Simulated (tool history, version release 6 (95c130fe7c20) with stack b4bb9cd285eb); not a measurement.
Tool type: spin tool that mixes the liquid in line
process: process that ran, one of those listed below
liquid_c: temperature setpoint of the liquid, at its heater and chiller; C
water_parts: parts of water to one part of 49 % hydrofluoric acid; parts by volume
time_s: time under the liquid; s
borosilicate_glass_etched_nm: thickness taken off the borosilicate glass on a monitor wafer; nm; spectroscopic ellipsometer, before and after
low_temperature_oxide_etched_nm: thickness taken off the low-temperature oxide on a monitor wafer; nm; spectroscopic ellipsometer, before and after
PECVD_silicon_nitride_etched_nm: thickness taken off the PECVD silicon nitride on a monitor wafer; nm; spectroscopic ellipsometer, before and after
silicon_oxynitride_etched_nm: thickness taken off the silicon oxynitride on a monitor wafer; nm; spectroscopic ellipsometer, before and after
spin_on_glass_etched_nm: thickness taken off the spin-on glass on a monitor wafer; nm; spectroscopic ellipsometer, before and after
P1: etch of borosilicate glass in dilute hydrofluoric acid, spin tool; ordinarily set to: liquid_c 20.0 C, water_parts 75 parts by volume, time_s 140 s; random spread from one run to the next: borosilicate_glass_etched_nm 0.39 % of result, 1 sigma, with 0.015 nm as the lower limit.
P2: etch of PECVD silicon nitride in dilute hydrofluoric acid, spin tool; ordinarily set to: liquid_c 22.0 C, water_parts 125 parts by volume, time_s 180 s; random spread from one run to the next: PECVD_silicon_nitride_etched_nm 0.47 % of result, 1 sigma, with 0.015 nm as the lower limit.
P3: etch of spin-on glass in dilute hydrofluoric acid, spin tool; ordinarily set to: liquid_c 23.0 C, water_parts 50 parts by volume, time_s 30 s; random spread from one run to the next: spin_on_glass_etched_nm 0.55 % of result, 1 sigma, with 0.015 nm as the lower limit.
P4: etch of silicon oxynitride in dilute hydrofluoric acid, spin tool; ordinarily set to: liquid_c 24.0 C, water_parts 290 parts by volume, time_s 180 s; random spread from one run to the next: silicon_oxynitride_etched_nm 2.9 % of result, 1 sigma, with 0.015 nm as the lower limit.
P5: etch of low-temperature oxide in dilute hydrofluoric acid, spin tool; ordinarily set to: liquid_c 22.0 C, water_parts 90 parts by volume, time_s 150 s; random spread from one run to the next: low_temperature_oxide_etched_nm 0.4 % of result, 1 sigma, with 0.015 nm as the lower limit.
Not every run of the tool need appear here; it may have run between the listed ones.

run	hour	process	liquid_c	water_parts	time_s	hours since the thermometer was replaced	hours since the hydrofluoric acid flow meter was replaced	borosilicate_glass_etched_nm	low_temperature_oxide_etched_nm	PECVD_silicon_nitride_etched_nm	silicon_oxynitride_etched_nm	spin_on_glass_etched_nm
1	3.8	P1	20.0	75	140	192.2	291.2	55.885				
2	5.7	P1	20.0	110	140	194.1	293.1	37.004				
3	10.1	P5	22.0	90	150	198.5	297.5		51.197			
4	12.5	P2	22.0	40	180	200.9	299.9			23.1070		
5	15.5	P5	22.0	125	150	203.9	302.9		35.217			
6	17.6	P4	24.0	290	325	206.0	305.0				1.48150	
7	20.5	P3	23.0	50	50	208.9	307.9					57.410
# hour 23.0: hydrofluoric acid flow meter replaced
8	23.5	P1	20.0	75	140	211.9	0.5	56.114				
9	27.9	P1	20.0	75	140	216.3	4.9	56.622				
10	30.5	P3	23.0	50	30	218.9	7.5					34.419
11	34.5	P5	30.5	90	150	222.9	11.5		71.674			
12	37.2	P1	17.0	75	140	225.6	14.2	49.580				
13	40.5	P2	28.5	125	180	228.9	17.5			11.4480		
14	44.0	P1	20.0	30	140	232.4	21.0	148.770				
15	46.4	P3	29.5	50	30	234.8	23.4					44.447
16	49.2	P1	20.0	75	140	237.6	26.2	56.391				
17	52.8	P1	20.0	75	40	241.2	29.8	16.138				
18	56.9	P3	23.0	20	30	245.3	33.9					89.117
19	60.5	P4	18.5	290	180	248.9	37.5				0.62186	
20	62.5	P4	24.0	445	180	250.9	39.5				0.45305	
21	64.9	P2	22.0	125	180	253.3	41.9			7.5755		
22	67.5	P1	25.0	75	140	255.9	44.5	68.942				
23	70.6	P1	20.0	75	140	259.0	47.6	56.309				
24	74.0	P1	20.0	75	235	262.4	51.0	95.034				
25	78.1	P5	22.0	90	290	266.5	55.1		99.151			
26	81.2	P1	27.5	105	140	269.6	58.2	52.038				
27	83.1	P1	20.0	75	140	271.5	60.1	56.318				
28	87.3	P4	24.0	290	180	275.7	64.3				0.83076	
29	90.5	P1	17.0	35	140	278.9	67.5	111.170				
30	92.8	P2	22.0	125	340	281.2	69.8			14.2570		
31	96.5	P1	20.0	75	140	284.9	73.5	55.975				
32	98.4	P1	20.0	75	140	286.8	75.4	57.473				
33	101.1	P1	20.0	75	140	289.5	78.1	58.456				
34	103.6	P1	20.0	75	140	292.0	80.6	59.046				
35	106.2	P1	20.0	75	140	294.6	83.2	59.280				
36	109.0	P1	20.0	75	140	297.4	86.0	59.359				
37	112.9	P1	20.0	75	140	301.3	89.9	59.660				
38	116.3	P1	20.0	75	140	304.7	93.3	59.209				

The output of P1 has drifted from where it used to be. Each of the 2 causes below, taken at the size shown beside it, accounts for the log equally well:
A: hydrofluoric acid flow above the setpoint (%) = 5.79
B: liquid hotter than its thermometer reads (K) = 1.48
The process output started creeping at around hour 96.5.

The check runs listed below each take one wafer, and their results are still question marks. Under which run would the listed causes lead to clearly different results?
check 1	119.7	P4	24.0	290	180						?	
check 2	119.7	P3	23.0	50	30							?
check 3	119.7	P2	22.0	125	180					?		
check 4	119.7	P5	22.0	90	150				?			

Check results expected under each cause:
check	result	if A	if B
check 1	silicon_oxynitride_etched_nm	0.84794	0.84389
check 2	spin_on_glass_etched_nm	36.545	36.586
check 3	PECVD_silicon_nitride_etched_nm	7.9980	8.3433
check 4	low_temperature_oxide_etched_nm	54.458	54.322
How far apart the two closest causes lie, in the result that separates them most: check 1 0.48 %; check 2 0.11 %; check 3 4.23 %; check 4 0.25 %
Only check 3 tells the causes apart: in the others they would give nearly the same result.

The results of check 3 are: PECVD_silicon_nitride_etched_nm 8.0325 nm. Based on these, which of the listed causes is it?

It was cause A: hydrofluoric acid flow above the setpoint (%).

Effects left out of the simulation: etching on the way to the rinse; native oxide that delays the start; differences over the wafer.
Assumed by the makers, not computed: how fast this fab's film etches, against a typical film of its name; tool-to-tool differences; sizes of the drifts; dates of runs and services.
